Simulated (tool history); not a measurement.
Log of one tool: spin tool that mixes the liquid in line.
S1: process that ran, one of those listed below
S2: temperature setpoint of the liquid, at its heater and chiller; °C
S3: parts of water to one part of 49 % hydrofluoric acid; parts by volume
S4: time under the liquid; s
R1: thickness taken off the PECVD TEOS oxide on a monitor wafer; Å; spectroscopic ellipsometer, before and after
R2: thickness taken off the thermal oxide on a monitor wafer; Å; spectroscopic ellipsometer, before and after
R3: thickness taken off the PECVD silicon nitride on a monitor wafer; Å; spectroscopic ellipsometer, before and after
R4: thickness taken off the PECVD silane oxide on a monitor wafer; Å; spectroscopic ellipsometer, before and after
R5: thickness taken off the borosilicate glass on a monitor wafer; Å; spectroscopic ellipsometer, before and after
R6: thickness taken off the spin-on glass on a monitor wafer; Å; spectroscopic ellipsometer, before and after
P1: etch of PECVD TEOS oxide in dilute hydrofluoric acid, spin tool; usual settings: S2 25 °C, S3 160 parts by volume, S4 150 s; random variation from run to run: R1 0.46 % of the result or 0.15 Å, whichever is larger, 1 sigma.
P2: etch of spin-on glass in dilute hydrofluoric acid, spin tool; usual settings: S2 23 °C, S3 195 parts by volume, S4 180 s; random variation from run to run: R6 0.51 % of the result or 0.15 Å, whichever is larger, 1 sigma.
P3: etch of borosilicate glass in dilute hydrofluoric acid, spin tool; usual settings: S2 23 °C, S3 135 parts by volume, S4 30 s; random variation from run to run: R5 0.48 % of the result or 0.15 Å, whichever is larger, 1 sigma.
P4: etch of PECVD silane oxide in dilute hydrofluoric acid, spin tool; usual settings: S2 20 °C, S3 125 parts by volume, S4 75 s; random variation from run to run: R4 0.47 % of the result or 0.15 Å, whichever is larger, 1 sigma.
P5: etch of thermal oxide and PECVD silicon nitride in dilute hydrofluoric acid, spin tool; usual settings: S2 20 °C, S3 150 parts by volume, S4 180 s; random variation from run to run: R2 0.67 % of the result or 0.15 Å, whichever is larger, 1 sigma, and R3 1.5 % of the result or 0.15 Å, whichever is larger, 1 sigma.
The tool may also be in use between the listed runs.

Run 1, hour 2.3: S1 P1, S2 25 °C, S3 160 parts by volume, S4 150 s. Result: R1 152.84 Å.
Run 2, hour 6.3: S1 P5, S2 20 °C, S3 150 parts by volume, S4 315 s. Result: R2 74.397 Å, R3 25.793 Å.
Run 3, hour 8.7: S1 P1, S2 25 °C, S3 160 parts by volume, S4 150 s. Result: R1 153.22 Å.
Run 4, hour 11.6: S1 P1, S2 18 °C, S3 160 parts by volume, S4 150 s. Result: R1 116.02 Å.
Run 5, hour 15.6: S1 P4, S2 27 °C, S3 125 parts by volume, S4 75 s. Result: R4 136.15 Å.
Run 6, hour 19.5: S1 P1, S2 25 °C, S3 160 parts by volume, S4 150 s. Result: R1 154.48 Å.
Run 7, hour 22.9: S1 P5, S2 20 °C, S3 235 parts by volume, S4 180 s. Result: R2 25.166 Å, R3 9.7871 Å.
Run 8, hour 26: S1 P4, S2 20 °C, S3 125 parts by volume, S4 15 s. Result: R4 20.726 Å.
Run 9, hour 31: S1 P1, S2 25 °C, S3 280 parts by volume, S4 150 s. Result: R1 76.159 Å.
Run 10, hour 34.1: S1 P3, S2 23 °C, S3 135 parts by volume, S4 30 s. Result: R5 92.675 Å.
Run 11, hour 36.7: S1 P3, S2 17 °C, S3 135 parts by volume, S4 30 s. Result: R5 74.168 Å.
Run 12, hour 41.2: S1 P1, S2 25 °C, S3 55 parts by volume, S4 150 s. Result: R1 505.84 Å.
Run 13, hour 45: S1 P1, S2 25 °C, S3 160 parts by volume, S4 245 s. Result: R1 252.08 Å.
Run 14, hour 48.2: S1 P5, S2 20 °C, S3 150 parts by volume, S4 180 s. Result: R2 42.684 Å, R3 15.069 Å.
Run 15, hour 51.7: S1 P2, S2 23 °C, S3 95 parts by volume, S4 180 s. Result: R6 492.21 Å.
Run 16, hour 55.5: S1 P1, S2 25 °C, S3 160 parts by volume, S4 150 s. Result: R1 152.96 Å.
Run 17, hour 58.2: S1 P3, S2 23 °C, S3 135 parts by volume, S4 30 s. Result: R5 92.956 Å.
Run 18, hour 61.1: S1 P1, S2 25 °C, S3 160 parts by volume, S4 150 s. Result: R1 153.82 Å.
Run 19, hour 65.2: S1 P4, S2 20 °C, S3 125 parts by volume, S4 75 s. Result: R4 103.29 Å.
Run 20, hour 68.5: S1 P3, S2 23 °C, S3 190 parts by volume, S4 30 s. Result: R5 61.932 Å.
Run 21, hour 73.2: S1 P3, S2 23 °C, S3 135 parts by volume, S4 15 s. Result: R5 46.31 Å.
Run 22, hour 77.8: S1 P1, S2 31.5 °C, S3 160 parts by volume, S4 150 s. Result: R1 194.47 Å.
Run 23, hour 82.1: S1 P4, S2 20 °C, S3 125 parts by volume, S4 75 s. Result: R4 104.13 Å.
Run 24, hour 85.5: S1 P2, S2 23 °C, S3 195 parts by volume, S4 180 s. Result: R6 214 Å.
Run 25, hour 89.6: S1 P2, S2 23 °C, S3 195 parts by volume, S4 15 s. Result: R6 17.663 Å.
Run 26, hour 94.5: S1 P2, S2 17 °C, S3 195 parts by volume, S4 180 s. Result: R6 169.9 Å.
Run 27, hour 98: S1 P1, S2 25 °C, S3 215 parts by volume, S4 225 s. Result: R1 160.66 Å.
Run 28, hour 101.8: S1 P2, S2 23 °C, S3 195 parts by volume, S4 180 s. Result: R6 214.95 Å.
Run 29, hour 104.5: S1 P5, S2 25 °C, S3 150 parts by volume, S4 180 s. Result: R2 51.779 Å, R3 20.992 Å.
Run 30, hour 109.2: S1 P1, S2 25 °C, S3 160 parts by volume, S4 15 s. Result: R1 15.338 Å.
Run 31, hour 112.6: S1 P4, S2 20 °C, S3 175 parts by volume, S4 75 s. Result: R4 70.333 Å.
Run 32, hour 117: S1 P1, S2 25 °C, S3 160 parts by volume, S4 150 s. Result: R1 153.13 Å.
Run 33, hour 119.7: S1 P1, S2 25 °C, S3 160 parts by volume, S4 150 s. Result: R1 157.9 Å.
Run 34, hour 122.7: S1 P1, S2 25 °C, S3 160 parts by volume, S4 150 s. Result: R1 159.16 Å.
Run 35, hour 126.1: S1 P1, S2 25 °C, S3 160 parts by volume, S4 150 s. Result: R1 161.69 Å.
Run 36, hour 128.8: S1 P1, S2 25 °C, S3 160 parts by volume, S4 150 s. Result: R1 160.7 Å.
Run 37, hour 133.1: S1 P1, S2 25 °C, S3 160 parts by volume, S4 150 s. Result: R1 162.67 Å.
Run 38, hour 137.9: S1 P1, S2 25 °C, S3 160 parts by volume, S4 150 s. Result: R1 163.18 Å.

What P1 gives has crept away from where it was. These 2 causes fit the log equally well, each at the size given:
A: hydrofluoric acid flow above the setpoint (%) = 5.29
B: liquid hotter than its thermometer reads (K) = 1.64
The creep began at about hour 117.

4 check runs are offered, each on 5 wafers whose results are averaged, their results left as question marks. Which one tells the causes apart?
Run check 1, hour 142.7: S1 P2, S2 23 °C, S3 195 parts by volume, S4 15 s. Result: R6 ?.
Run check 2, hour 142.7: S1 P4, S2 24 °C, S3 165 parts by volume, S4 75 s. Result: R4 ?.
Run check 3, hour 142.7: S1 P3, S2 17 °C, S3 175 parts by volume, S4 30 s. Result: R5 ?.
Run check 4, hour 142.7: S1 P5, S2 20 °C, S3 195 parts by volume, S4 265 s. Result: R2 ?, R3 ?.

What each check would give under each cause:
  check  result    if A    if B
check 1      R6  19.045  19.025
check 2      R4  93.596  93.655
check 3      R5  57.622  57.963
check 4      R2  48.911  48.993
check 4      R3  17.991  19.044
How far apart the two closest causes lie, in the result that separates them most: check 1 0.1 %; check 2 0.06 %; check 3 0.59 %; check 4 5.69 %
Check 4 tells the causes apart: in the others they would give nearly the same result.

Check 4 was then run and gave: R2 48.939 Å; R3 18.954 Å. Which cause is it?

It is B: liquid hotter than its thermometer reads (K).
